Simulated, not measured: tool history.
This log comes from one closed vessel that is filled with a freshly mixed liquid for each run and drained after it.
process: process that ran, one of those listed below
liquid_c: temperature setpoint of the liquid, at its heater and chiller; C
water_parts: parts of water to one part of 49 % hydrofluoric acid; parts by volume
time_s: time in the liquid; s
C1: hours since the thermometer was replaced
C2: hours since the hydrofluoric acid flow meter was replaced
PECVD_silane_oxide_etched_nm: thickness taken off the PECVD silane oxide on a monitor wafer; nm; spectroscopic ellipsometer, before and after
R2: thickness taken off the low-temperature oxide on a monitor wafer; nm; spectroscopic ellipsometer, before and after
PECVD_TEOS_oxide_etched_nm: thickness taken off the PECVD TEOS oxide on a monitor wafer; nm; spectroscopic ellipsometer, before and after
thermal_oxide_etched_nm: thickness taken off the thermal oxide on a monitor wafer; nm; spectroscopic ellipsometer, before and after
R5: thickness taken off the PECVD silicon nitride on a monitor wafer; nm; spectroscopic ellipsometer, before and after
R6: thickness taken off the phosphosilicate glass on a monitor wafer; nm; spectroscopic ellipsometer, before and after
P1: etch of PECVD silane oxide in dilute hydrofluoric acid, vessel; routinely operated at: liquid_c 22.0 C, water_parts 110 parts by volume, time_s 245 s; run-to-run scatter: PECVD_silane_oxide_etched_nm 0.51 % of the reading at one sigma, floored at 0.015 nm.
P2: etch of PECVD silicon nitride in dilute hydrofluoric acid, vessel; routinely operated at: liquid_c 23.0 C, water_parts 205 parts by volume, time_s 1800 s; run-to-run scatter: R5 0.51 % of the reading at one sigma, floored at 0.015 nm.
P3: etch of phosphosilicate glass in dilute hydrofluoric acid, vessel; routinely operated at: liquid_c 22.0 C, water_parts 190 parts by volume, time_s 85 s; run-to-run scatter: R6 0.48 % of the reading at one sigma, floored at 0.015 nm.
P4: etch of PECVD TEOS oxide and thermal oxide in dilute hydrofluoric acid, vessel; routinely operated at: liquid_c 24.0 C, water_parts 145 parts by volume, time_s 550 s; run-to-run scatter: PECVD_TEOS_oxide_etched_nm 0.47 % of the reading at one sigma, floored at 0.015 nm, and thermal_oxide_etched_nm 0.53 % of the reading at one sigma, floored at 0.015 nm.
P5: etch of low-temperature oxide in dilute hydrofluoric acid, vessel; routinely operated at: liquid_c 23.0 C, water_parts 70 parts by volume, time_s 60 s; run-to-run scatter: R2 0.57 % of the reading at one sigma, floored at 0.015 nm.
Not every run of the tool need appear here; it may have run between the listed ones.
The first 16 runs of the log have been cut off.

Run 17, day 4.312: process P3, liquid_c 17.0 C, water_parts 190 parts by volume, time_s 85 s; C1 980.9; C2 1259.3. Result: R6 21.5560 nm.
Run 18, day 4.529: process P1, liquid_c 22.0 C, water_parts 110 parts by volume, time_s 245 s; C1 986.1; C2 1264.5. Result: PECVD_silane_oxide_etched_nm 47.778 nm.
Run 19, day 4.762: process P1, liquid_c 17.0 C, water_parts 110 parts by volume, time_s 245 s; C1 991.7; C2 1270.1. Result: PECVD_silane_oxide_etched_nm 38.504 nm.
Run 20, day 5.088: process P5, liquid_c 23.0 C, water_parts 70 parts by volume, time_s 60 s; C1 999.5; C2 1277.9. Result: R2 16.5420 nm.
Run 21, day 5.367: process P1, liquid_c 22.0 C, water_parts 55 parts by volume, time_s 245 s; C1 1006.2; C2 1284.6. Result: PECVD_silane_oxide_etched_nm 100.440 nm.
Run 22, day 5.704: process P1, liquid_c 17.0 C, water_parts 110 parts by volume, time_s 130 s; C1 1014.3; C2 1292.7. Result: PECVD_silane_oxide_etched_nm 20.605 nm.
Run 23, day 5.904: process P4, liquid_c 24.0 C, water_parts 145 parts by volume, time_s 550 s; C1 1019.1; C2 1297.5. Result: PECVD_TEOS_oxide_etched_nm 35.0210 nm, thermal_oxide_etched_nm 17.9120 nm.
Run 24, day 6.246: process P3, liquid_c 22.0 C, water_parts 280 parts by volume, time_s 85 s; C1 1027.3; C2 1305.7. Result: R6 16.1970 nm.
Run 25, day 6.517: process P1, liquid_c 22.0 C, water_parts 110 parts by volume, time_s 410 s; C1 1033.8; C2 1312.2. Result: PECVD_silane_oxide_etched_nm 79.303 nm.

For run 26, what comes out?
Run 26, day 6.858: process P1, liquid_c 28.5 C, water_parts 110 parts by volume, time_s 440 s; C1 1042.0; C2 1320.4. Result: PECVD_silane_oxide_etched_nm ?.

For run 26 the tool returned PECVD_silane_oxide_etched_nm 109.090 nm.
